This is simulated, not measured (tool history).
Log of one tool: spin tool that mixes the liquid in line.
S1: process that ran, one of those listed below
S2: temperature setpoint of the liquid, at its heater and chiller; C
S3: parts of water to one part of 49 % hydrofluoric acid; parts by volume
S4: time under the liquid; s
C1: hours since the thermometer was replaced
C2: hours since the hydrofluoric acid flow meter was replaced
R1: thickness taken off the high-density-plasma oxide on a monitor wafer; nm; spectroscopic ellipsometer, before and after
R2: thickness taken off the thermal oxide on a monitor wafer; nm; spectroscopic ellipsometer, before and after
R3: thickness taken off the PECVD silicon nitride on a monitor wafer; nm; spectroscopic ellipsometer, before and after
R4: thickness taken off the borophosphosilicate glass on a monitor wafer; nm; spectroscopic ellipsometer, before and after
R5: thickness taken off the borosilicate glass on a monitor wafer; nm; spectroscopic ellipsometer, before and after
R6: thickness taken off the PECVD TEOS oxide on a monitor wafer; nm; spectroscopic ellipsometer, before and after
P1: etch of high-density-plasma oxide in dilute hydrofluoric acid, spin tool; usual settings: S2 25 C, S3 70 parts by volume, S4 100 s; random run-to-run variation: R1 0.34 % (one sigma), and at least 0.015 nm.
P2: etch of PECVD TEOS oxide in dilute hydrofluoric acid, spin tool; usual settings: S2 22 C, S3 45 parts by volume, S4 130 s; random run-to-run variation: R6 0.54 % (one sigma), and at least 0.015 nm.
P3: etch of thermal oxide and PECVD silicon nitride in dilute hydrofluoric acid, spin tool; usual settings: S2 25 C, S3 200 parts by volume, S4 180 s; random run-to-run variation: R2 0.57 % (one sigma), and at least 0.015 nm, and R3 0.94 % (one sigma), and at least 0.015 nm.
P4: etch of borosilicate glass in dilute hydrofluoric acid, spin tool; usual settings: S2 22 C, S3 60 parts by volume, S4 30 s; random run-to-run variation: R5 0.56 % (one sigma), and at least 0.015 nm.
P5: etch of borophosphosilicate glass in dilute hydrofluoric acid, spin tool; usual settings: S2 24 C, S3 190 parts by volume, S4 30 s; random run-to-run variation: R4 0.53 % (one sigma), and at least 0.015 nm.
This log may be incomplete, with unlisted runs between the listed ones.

Run 1, day 0.683: S1 P1, S2 25 C, S3 70 parts by volume, S4 100 s; C1 339.9; C2 103.6. Result: R1 8.606 nm.
Run 2, day 1.225: S1 P3, S2 17 C, S3 200 parts by volume, S4 180 s; C1 352.9; C2 116.6. Result: R2 2.8012 nm, R3 1.5263 nm.
Run 3, day 1.554: S1 P5, S2 24 C, S3 65 parts by volume, S4 30 s; C1 360.8; C2 124.5. Result: R4 12.895 nm.
Run 4, day 2.238: S1 P4, S2 22 C, S3 60 parts by volume, S4 30 s; C1 377.2; C2 140.9. Result: R5 10.918 nm.
Run 5, day 2.625: S1 P1, S2 29.5 C, S3 110 parts by volume, S4 100 s; C1 386.5; C2 150.2. Result: R1 6.1684 nm.
Run 6, day 3.092: S1 P5, S2 29.5 C, S3 190 parts by volume, S4 30 s; C1 397.7; C2 161.4. Result: R4 4.6549 nm.
Run 7, day 3.6: S1 P1, S2 20 C, S3 40 parts by volume, S4 100 s; C1 409.9; C2 173.6. Result: R1 12.655 nm.
Run 8, day 4.279: S1 P5, S2 24 C, S3 190 parts by volume, S4 30 s; C1 426.2; C2 189.9. Result: R4 3.814 nm.
At day 4.796: thermometer replaced.
Run 9, day 4.8: S1 P2, S2 28 C, S3 45 parts by volume, S4 130 s; C1 0.1; C2 202.4. Result: R6 40.85 nm.
Run 10, day 5.442: S1 P3, S2 25 C, S3 200 parts by volume, S4 65 s; C1 15.5; C2 217.8. Result: R2 1.3559 nm, R3 0.93248 nm.
Run 11, day 5.8: S1 P4, S2 30.5 C, S3 60 parts by volume, S4 30 s; C1 24.1; C2 226.4. Result: R5 15.221 nm.
Run 12, day 6.2: S1 P2, S2 22 C, S3 80 parts by volume, S4 130 s; C1 33.7; C2 236. Result: R6 17.216 nm.
Run 13, day 6.783: S1 P4, S2 22 C, S3 60 parts by volume, S4 50 s; C1 47.7; C2 250. Result: R5 18.381 nm.
Run 14, day 7.1: S1 P1, S2 17.5 C, S3 70 parts by volume, S4 100 s; C1 55.3; C2 257.6. Result: R1 6.2836 nm.
Run 15, day 7.788: S1 P3, S2 25 C, S3 200 parts by volume, S4 180 s; C1 71.8; C2 274.1. Result: R2 3.8371 nm, R3 2.6069 nm.
Run 16, day 8.208: S1 P1, S2 25 C, S3 40 parts by volume, S4 100 s; C1 81.9; C2 284.2. Result: R1 15.538 nm.
Run 17, day 8.704: S1 P2, S2 22 C, S3 45 parts by volume, S4 130 s; C1 93.8; C2 296.1. Result: R6 31.823 nm.
Run 18, day 9.346: S1 P5, S2 24 C, S3 190 parts by volume, S4 15 s; C1 109.2; C2 311.5. Result: R4 1.877 nm.
Run 19, day 9.838: S1 P1, S2 25 C, S3 70 parts by volume, S4 100 s; C1 121; C2 323.3. Result: R1 8.5024 nm.
Run 20, day 10.296: S1 P3, S2 25 C, S3 335 parts by volume, S4 180 s; C1 132; C2 334.3. Result: R2 1.9666 nm, R3 1.5351 nm.
Run 21, day 10.762: S1 P1, S2 25 C, S3 70 parts by volume, S4 100 s; C1 143.2; C2 345.5. Result: R1 8.5123 nm.
Run 22, day 11.175: S1 P1, S2 30.5 C, S3 70 parts by volume, S4 100 s; C1 153.1; C2 355.4. Result: R1 10.623 nm.
Run 23, day 11.617: S1 P1, S2 25 C, S3 70 parts by volume, S4 15 s; C1 163.7; C2 366. Result: R1 1.2751 nm.
Run 24, day 12.329: S1 P2, S2 22 C, S3 45 parts by volume, S4 130 s; C1 180.8; C2 383.1. Result: R6 31.887 nm.

Estimate the outcome of run 25 from the log above:
Run 25, day 12.796: S1 P2, S2 22 C, S3 45 parts by volume, S4 225 s; C1 192; C2 394.3. Result: R6 ?.

R6: 54.808 nm

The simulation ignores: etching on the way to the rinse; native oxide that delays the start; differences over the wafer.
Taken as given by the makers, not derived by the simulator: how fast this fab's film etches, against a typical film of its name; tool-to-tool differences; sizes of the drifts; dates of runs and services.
